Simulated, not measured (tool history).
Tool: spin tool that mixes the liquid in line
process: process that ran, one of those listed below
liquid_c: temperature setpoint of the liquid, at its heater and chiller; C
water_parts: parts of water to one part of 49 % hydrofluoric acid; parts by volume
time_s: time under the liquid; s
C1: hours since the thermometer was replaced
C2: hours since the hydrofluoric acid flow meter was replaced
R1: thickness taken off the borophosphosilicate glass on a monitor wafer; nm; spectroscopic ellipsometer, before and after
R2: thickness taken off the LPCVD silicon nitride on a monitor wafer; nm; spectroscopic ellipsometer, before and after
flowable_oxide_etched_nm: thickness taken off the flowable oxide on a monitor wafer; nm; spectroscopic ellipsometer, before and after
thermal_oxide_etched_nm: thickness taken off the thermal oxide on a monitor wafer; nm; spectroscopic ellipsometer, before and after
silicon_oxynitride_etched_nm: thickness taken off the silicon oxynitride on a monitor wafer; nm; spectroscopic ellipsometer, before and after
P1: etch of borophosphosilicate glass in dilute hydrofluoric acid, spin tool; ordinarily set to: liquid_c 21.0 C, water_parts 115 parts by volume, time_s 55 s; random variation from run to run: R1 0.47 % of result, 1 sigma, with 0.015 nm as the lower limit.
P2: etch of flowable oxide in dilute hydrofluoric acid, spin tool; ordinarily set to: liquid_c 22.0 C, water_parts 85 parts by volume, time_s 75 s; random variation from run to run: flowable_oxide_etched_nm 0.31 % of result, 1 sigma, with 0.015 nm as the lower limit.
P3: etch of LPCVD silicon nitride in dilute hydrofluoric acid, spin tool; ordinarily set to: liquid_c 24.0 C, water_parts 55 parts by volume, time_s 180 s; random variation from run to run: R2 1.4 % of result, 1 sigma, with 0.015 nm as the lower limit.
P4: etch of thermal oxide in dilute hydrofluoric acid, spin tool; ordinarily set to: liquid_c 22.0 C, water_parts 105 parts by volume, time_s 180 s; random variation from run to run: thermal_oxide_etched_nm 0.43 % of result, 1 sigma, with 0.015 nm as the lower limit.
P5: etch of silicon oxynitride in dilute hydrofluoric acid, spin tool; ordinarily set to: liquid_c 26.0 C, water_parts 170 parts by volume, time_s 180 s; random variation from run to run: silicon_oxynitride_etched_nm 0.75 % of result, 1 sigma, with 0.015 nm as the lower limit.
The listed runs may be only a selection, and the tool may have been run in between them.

run 1 hour=5.4 | process=P1 liquid_c=21.0 water_parts=115 time_s=55 | C1=325.5 C2=1037.5 | R1=18.4870
run 2 hour=11.0 | process=P3 liquid_c=28.5 water_parts=55 time_s=180 | C1=331.1 C2=1043.1 | R2=2.2769
run 3 hour=16.8 | process=P2 liquid_c=22.0 water_parts=85 time_s=130 | C1=336.9 C2=1048.9 | flowable_oxide_etched_nm=64.034
run 4 hour=20.9 | process=P3 liquid_c=24.0 water_parts=55 time_s=270 | C1=341.0 C2=1053.0 | R2=2.5145
run 5 hour=26.0 | process=P4 liquid_c=28.5 water_parts=105 time_s=180 | C1=346.1 C2=1058.1 | thermal_oxide_etched_nm=9.7518
run 6 hour=31.0 | process=P1 liquid_c=21.0 water_parts=115 time_s=85 | C1=351.1 C2=1063.1 | R1=28.4990
run 7 hour=36.0 | process=P1 liquid_c=21.0 water_parts=115 time_s=55 | C1=356.1 C2=1068.1 | R1=18.3850
run 8 hour=40.7 | process=P5 liquid_c=33.0 water_parts=170 time_s=180 | C1=360.8 C2=1072.8 | silicon_oxynitride_etched_nm=4.4329
run 9 hour=45.9 | process=P1 liquid_c=21.0 water_parts=190 time_s=55 | C1=366.0 C2=1078.0 | R1=10.2190
run 10 hour=51.1 | process=P2 liquid_c=22.0 water_parts=85 time_s=75 | C1=371.2 C2=1083.2 | flowable_oxide_etched_nm=36.999
run 11 hour=56.5 | process=P1 liquid_c=21.0 water_parts=115 time_s=55 | C1=376.6 C2=1088.6 | R1=18.5630
run 12 hour=61.7 | process=P1 liquid_c=28.0 water_parts=115 time_s=55 | C1=381.8 C2=1093.8 | R1=24.2040
run 13 hour=69.4 | process=P2 liquid_c=22.0 water_parts=85 time_s=75 | C1=389.5 C2=1101.5 | flowable_oxide_etched_nm=37.035
run 14 hour=75.0 | process=P2 liquid_c=30.0 water_parts=85 time_s=75 | C1=395.1 C2=1107.1 | flowable_oxide_etched_nm=50.467
run 15 hour=78.9 | process=P4 liquid_c=22.0 water_parts=105 time_s=35 | C1=399.0 C2=1111.0 | thermal_oxide_etched_nm=1.4917
run 16 hour=84.9 | process=P4 liquid_c=22.0 water_parts=105 time_s=180 | C1=405.0 C2=1117.0 | thermal_oxide_etched_nm=7.5107
run 17 hour=90.2 | process=P5 liquid_c=26.0 water_parts=70 time_s=180 | C1=410.3 C2=1122.3 | silicon_oxynitride_etched_nm=8.6344
run 18 hour=95.5 | process=P3 liquid_c=24.0 water_parts=80 time_s=180 | C1=415.6 C2=1127.6 | R2=1.1647
run 19 hour=102.1 | process=P1 liquid_c=21.0 water_parts=115 time_s=55 | C1=422.2 C2=1134.2 | R1=18.5500
run 20 hour=105.8 | process=P2 liquid_c=22.0 water_parts=55 time_s=75 | C1=425.9 C2=1137.9 | flowable_oxide_etched_nm=59.528
run 21 hour=111.7 | process=P1 liquid_c=25.5 water_parts=115 time_s=20 | C1=431.8 C2=1143.8 | R1=7.9784
run 22 hour=119.4 | process=P1 liquid_c=21.0 water_parts=45 time_s=55 | C1=439.5 C2=1151.5 | R1=51.4240
run 23 hour=123.9 | process=P1 liquid_c=21.0 water_parts=115 time_s=55 | C1=444.0 C2=1156.0 | R1=18.4460
run 24 hour=129.4 | process=P5 liquid_c=26.0 water_parts=170 time_s=180 | C1=449.5 C2=1161.5 | silicon_oxynitride_etched_nm=3.2419
run 25 hour=135.8 | process=P4 liquid_c=22.0 water_parts=105 time_s=180 | C1=455.9 C2=1167.9 | thermal_oxide_etched_nm=7.5569
run 26 hour=142.9 | process=P5 liquid_c=26.0 water_parts=170 time_s=310 | C1=463.0 C2=1175.0 | silicon_oxynitride_etched_nm=5.6402
run 27 hour=147.1 | process=P1 liquid_c=21.0 water_parts=115 time_s=15 | C1=467.2 C2=1179.2 | R1=4.9756
-- hour=152.8 hydrofluoric acid flow meter replaced
run 28 hour=154.5 | process=P1 liquid_c=17.0 water_parts=115 time_s=55 | C1=474.6 C2=1.8 | R1=15.7070
run 29 hour=162.0 | process=P4 liquid_c=22.0 water_parts=45 time_s=180 | C1=482.1 C2=9.3 | thermal_oxide_etched_nm=19.0300
run 30 hour=169.4 | process=P1 liquid_c=21.0 water_parts=115 time_s=55 | C1=489.5 C2=16.7 | R1=18.3680
run 31 hour=175.2 | process=P3 liquid_c=24.0 water_parts=55 time_s=180 | C1=495.3 C2=22.5 | R2=1.6924
run 32 hour=179.5 | process=P1 liquid_c=21.0 water_parts=115 time_s=55 | C1=499.6 C2=26.8 | R1=18.4810
run 33 hour=184.2 | process=P1 liquid_c=21.0 water_parts=115 time_s=55 | C1=504.3 C2=31.5 | R1=17.5850
run 34 hour=188.7 | process=P1 liquid_c=21.0 water_parts=115 time_s=55 | C1=508.8 C2=36.0 | R1=17.3070
run 35 hour=194.5 | process=P1 liquid_c=21.0 water_parts=115 time_s=55 | C1=514.6 C2=41.8 | R1=17.1110
run 36 hour=199.0 | process=P1 liquid_c=21.0 water_parts=115 time_s=55 | C1=519.1 C2=46.3 | R1=16.9720
run 37 hour=204.5 | process=P1 liquid_c=21.0 water_parts=115 time_s=55 | C1=524.6 C2=51.8 | R1=16.9410
run 38 hour=210.1 | process=P1 liquid_c=21.0 water_parts=115 time_s=55 | C1=530.2 C2=57.4 | R1=16.9120

The log shows P1 creeping away from where it was. Any of the 2 causes listed here, at the size stated for it, fits the log just as well as the others:
A: hydrofluoric acid flow below the setpoint (%) = 7.83
B: liquid colder than its thermometer reads (K) = 2.27
The creep began at about hour 179.5.

Consider the 4 check runs below, whose results appear as question marks and each of which averages 3 wafers. Which one distinguishes the causes, in that each cause would give it a clearly different result?
run check 1 hour=215.7 | process=P5 liquid_c=26.0 water_parts=170 time_s=180 | silicon_oxynitride_etched_nm=?
run check 2 hour=215.7 | process=P3 liquid_c=24.0 water_parts=55 time_s=180 | R2=?
run check 3 hour=215.7 | process=P2 liquid_c=22.0 water_parts=85 time_s=75 | flowable_oxide_etched_nm=?
run check 4 hour=215.7 | process=P4 liquid_c=22.0 water_parts=105 time_s=180 | thermal_oxide_etched_nm=?

If the cause were each of the candidates in turn, the checks would give the following:
check=check_1 result=silicon_oxynitride_etched_nm if_A=2.9768 if_B=2.9509
check=check_2 result=R2 if_A=1.5519 if_B=1.4411
check=check_3 result=flowable_oxide_etched_nm if_A=33.864 if_B=33.752
check=check_4 result=thermal_oxide_etched_nm if_A=6.8792 if_B=6.8766
Per-check spread between the two closest causes, in the result where they differ most: check 1 0.87 %; check 2 7.41 %; check 3 0.33 %; check 4 0.04 %
The causes can be told apart only by check 2. The other checks would give nearly the same results under each of them.

Running check 2 produced the following: R2 1.5742 nm. Which one of the listed causes fits?

It was cause A: hydrofluoric acid flow below the setpoint (%).

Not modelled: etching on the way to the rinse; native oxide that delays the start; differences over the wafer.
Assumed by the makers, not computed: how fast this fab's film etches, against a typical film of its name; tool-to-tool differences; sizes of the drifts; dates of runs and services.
